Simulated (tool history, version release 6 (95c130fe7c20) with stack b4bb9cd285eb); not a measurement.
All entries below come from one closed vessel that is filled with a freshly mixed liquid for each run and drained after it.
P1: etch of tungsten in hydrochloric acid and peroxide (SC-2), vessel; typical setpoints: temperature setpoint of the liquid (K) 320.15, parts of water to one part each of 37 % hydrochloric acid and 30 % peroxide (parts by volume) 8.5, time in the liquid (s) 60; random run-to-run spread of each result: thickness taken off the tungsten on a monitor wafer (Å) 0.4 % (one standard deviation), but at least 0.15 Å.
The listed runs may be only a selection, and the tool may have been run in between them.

run    day  temperature setpoint of the liquid (K)  parts of water to one part each of 37 % hydrochloric acid and 30 % peroxide (parts by volume)  time in the liquid (s)  hours since the thermometer was replaced  hours since the chemicals flow meter was replaced  hours since the drum of peroxide was connected  thickness taken off the tungsten on a monitor wafer (Å)
  1  0.229                                  320.15                                                                                            8.5                      60                                     376.4                                              414.8                                           617.5                                                   177.33
  2  0.438                                  320.15                                                                                            8.5                      60                                     381.4                                              419.8                                           622.5                                                   178.48
  3    0.6                                  320.15                                                                                           13.5                     110                                     385.3                                              423.7                                           626.4                                                   221.43
  4  0.746                                  311.65                                                                                            8.5                      60                                     388.8                                              427.2                                           629.9                                                   97.861
  5  0.996                                  328.65                                                                                            8.5                      60                                     394.8                                              433.2                                           635.9                                                   311.91
  6  1.229                                  320.15                                                                                            8.5                      60                                     400.4                                              438.8                                           641.5                                                   177.54
  7  1.404                                  332.15                                                                                            8.5                      90                                     404.6                                                443                                           645.7                                                   591.94
  8  1.596                                  320.15                                                                                           12.5                      30                                     409.2                                              447.6                                           650.3                                                    65.03
  9   1.75                                  320.15                                                                                            8.5                      30                                     412.9                                              451.3                                             654                                                   89.384
 10  1.904                                  320.15                                                                                            8.5                      60                                     416.6                                                455                                           657.7                                                   178.68
 11  2.062                                  320.15                                                                                            8.5                      60                                     420.4                                              458.8                                           661.5                                                   179.38
 12  2.288                                  320.15                                                                                            8.5                      60                                     425.8                                              464.2                                           666.9                                                   178.74
 13  2.538                                  320.15                                                                                             13                      60                                     431.8                                              470.2                                           672.9                                                   125.57
 14  2.825                                  320.15                                                                                            8.5                     115                                     438.7                                              477.1                                           679.8                                                   340.45
 15  3.042                                  320.15                                                                                            8.5                      60                                     443.9                                              482.3                                             685                                                   177.76
 16  3.279                                  320.15                                                                                              4                      60                                     449.6                                                488                                           690.7                                                    314.2
 17  3.475                                  320.15                                                                                            8.5                      60                                     454.3                                              492.7                                           695.4                                                   177.59
 18  3.725                                  320.15                                                                                            8.5                      60                                     460.3                                              498.7                                           701.4                                                   171.59
 19  3.996                                  320.15                                                                                            8.5                      60                                     466.8                                              505.2                                           707.9                                                   168.26
 20    4.3                                  320.15                                                                                            8.5                      60                                     474.1                                              512.5                                           715.2                                                   165.85
 21  4.488                                  320.15                                                                                            8.5                      60                                     478.6                                                517                                           719.7                                                   163.56
 22  4.729                                  320.15                                                                                            8.5                      60                                     484.4                                              522.8                                           725.5                                                   164.57
     4.854  -- new drum of peroxide connected
 23      5                                  320.15                                                                                            8.5                      60                                     490.9                                              529.3                                             3.6                                                   163.18
 24  5.146                                  320.15                                                                                            8.5                      60                                     494.4                                              532.8                                             7.1                                                   162.67
 25  5.292                                  320.15                                                                                            8.5                      60                                     497.9                                              536.3                                            10.6                                                   163.33
 26  5.438                                  320.15                                                                                            8.5                      60                                     501.4                                              539.8                                            14.1                                                   162.63
 27  5.571                                  320.15                                                                                            8.5                      60                                     504.6                                                543                                            17.3                                                    161.9

The log shows P1 creeping away from where it was. Any of the 2 causes listed here, at the size stated for it, fits the log just as well as the others:
A: liquid colder than its thermometer reads (K) = 1.37
B: chemicals flow below the setpoint (%) = 10.7
The creep began at about day 3.475.
What rules out each remaining cause:
peroxide weaker than its label (%): maintenance at day 4.854, after the shift began, did not return the process to its former output

Below are 4 check runs, each averaged over 2 wafers, with their results shown as question marks. Which of them would give clearly different results depending on which cause is behind the drift?
check 1  5.704                                  326.65                                                                                            8.5                     115                                                                                                                                                                                                     ?
check 2  5.704                                  320.15                                                                                             12                     110                                                                                                                                                                                                     ?
check 3  5.704                                  320.15                                                                                             13                      30                                                                                                                                                                                                     ?
check 4  5.704                                  313.65                                                                                              4                      60                                                                                                                                                                                                     ?

Predicted outcomes, by check and by cause:
  check                                                   result    if A    if B
check 1  thickness taken off the tungsten on a monitor wafer (Å)   482.1  480.77
check 2  thickness taken off the tungsten on a monitor wafer (Å)  223.53  222.57
check 3  thickness taken off the tungsten on a monitor wafer (Å)  56.899  56.596
check 4  thickness taken off the tungsten on a monitor wafer (Å)  180.57  184.32
Separation of the two closest causes in each check, using whichever result separates them best: check 1 0.28 %; check 2 0.43 %; check 3 0.54 %; check 4 2.06 %
Check 4 distinguishes between the causes, while the remaining checks would return nearly the same result for all of them.

Check 4 has now been run. It gave: thickness taken off the tungsten on a monitor wafer (Å) 180.73. Which of the candidate causes is it?

Of the candidate causes, it is A: liquid colder than its thermometer reads (K).
